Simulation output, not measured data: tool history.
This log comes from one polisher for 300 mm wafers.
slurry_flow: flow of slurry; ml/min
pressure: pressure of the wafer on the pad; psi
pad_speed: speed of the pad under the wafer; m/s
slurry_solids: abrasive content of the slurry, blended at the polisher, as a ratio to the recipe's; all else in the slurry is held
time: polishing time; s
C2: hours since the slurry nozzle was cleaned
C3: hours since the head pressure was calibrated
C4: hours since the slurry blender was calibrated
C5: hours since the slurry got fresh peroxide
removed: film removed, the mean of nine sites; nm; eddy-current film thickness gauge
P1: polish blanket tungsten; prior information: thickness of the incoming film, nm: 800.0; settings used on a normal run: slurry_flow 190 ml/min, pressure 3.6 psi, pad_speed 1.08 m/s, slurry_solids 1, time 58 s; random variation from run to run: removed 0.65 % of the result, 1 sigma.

run 1 hour=14.5 | slurry_flow=190 pressure=3.6 pad_speed=1.08 slurry_solids=1 time=58 | wafers_polished_on_this_pad=435 C2=206.4 C3=178.5 C4=233.7 C5=44.1 | removed=243.56
run 2 hour=28.6 | slurry_flow=190 pressure=3.6 pad_speed=1.68 slurry_solids=1 time=58 | wafers_polished_on_this_pad=600 C2=220.5 C3=192.6 C4=247.8 C5=58.2 | removed=373.36
run 3 hour=36.7 | slurry_flow=190 pressure=3.6 pad_speed=1.08 slurry_solids=1 time=26 | wafers_polished_on_this_pad=694 C2=228.6 C3=200.7 C4=255.9 C5=66.3 | removed=106.78
run 4 hour=48 | slurry_flow=190 pressure=1.7 pad_speed=1.08 slurry_solids=1 time=83 | wafers_polished_on_this_pad=826 C2=239.9 C3=212 C4=267.2 C5=77.6 | removed=162.75
run 5 hour=58.8 | slurry_flow=190 pressure=3.6 pad_speed=1.08 slurry_solids=0.6 time=58 | wafers_polished_on_this_pad=951 C2=250.7 C3=222.8 C4=278 C5=88.4 | removed=214.74
run 6 hour=71 | slurry_flow=190 pressure=3.6 pad_speed=1.08 slurry_solids=1 time=58 | wafers_polished_on_this_pad=1093 C2=262.9 C3=235 C4=290.2 C5=100.6 | removed=240.22
run 7 hour=84.9 | slurry_flow=190 pressure=3.6 pad_speed=0.7 slurry_solids=1 time=58 | wafers_polished_on_this_pad=1255 C2=276.8 C3=248.9 C4=304.1 C5=114.5 | removed=155.33
run 8 hour=93.3 | slurry_flow=190 pressure=5.2 pad_speed=1.08 slurry_solids=1 time=58 | wafers_polished_on_this_pad=1353 C2=285.2 C3=257.3 C4=312.5 C5=122.9 | removed=348.84
run 9 hour=105.7 | slurry_flow=190 pressure=3.6 pad_speed=1.08 slurry_solids=1.4 time=58 | wafers_polished_on_this_pad=1498 C2=297.6 C3=269.7 C4=324.9 C5=135.3 | removed=261.2
run 10 hour=123.3 | slurry_flow=295 pressure=3.6 pad_speed=1.08 slurry_solids=1 time=58 | wafers_polished_on_this_pad=1702 C2=315.2 C3=287.3 C4=342.5 C5=152.9 | removed=255.36
run 11 hour=136.8 | slurry_flow=190 pressure=3.6 pad_speed=1.08 slurry_solids=1 time=58 | wafers_polished_on_this_pad=1860 C2=328.7 C3=300.8 C4=356 C5=166.4 | removed=240.78
run 12 hour=148.6 | slurry_flow=115 pressure=3.6 pad_speed=1.08 slurry_solids=1 time=58 | wafers_polished_on_this_pad=1997 C2=340.5 C3=312.6 C4=367.8 C5=178.2 | removed=217.02
run 13 hour=157.7 | slurry_flow=275 pressure=3.6 pad_speed=1.08 slurry_solids=1 time=88 | wafers_polished_on_this_pad=2103 C2=349.6 C3=321.7 C4=376.9 C5=187.3 | removed=382.07

Forecast run 14:
-- hour=159.1 slurry blender recalibrated
run 14 hour=169.7 | slurry_flow=115 pressure=3.6 pad_speed=1.08 slurry_solids=1 time=30 | wafers_polished_on_this_pad=2243 C2=361.6 C3=333.7 C4=10.7 C5=199.3 | removed=?

Run 14 measured removed 114.76 nm.

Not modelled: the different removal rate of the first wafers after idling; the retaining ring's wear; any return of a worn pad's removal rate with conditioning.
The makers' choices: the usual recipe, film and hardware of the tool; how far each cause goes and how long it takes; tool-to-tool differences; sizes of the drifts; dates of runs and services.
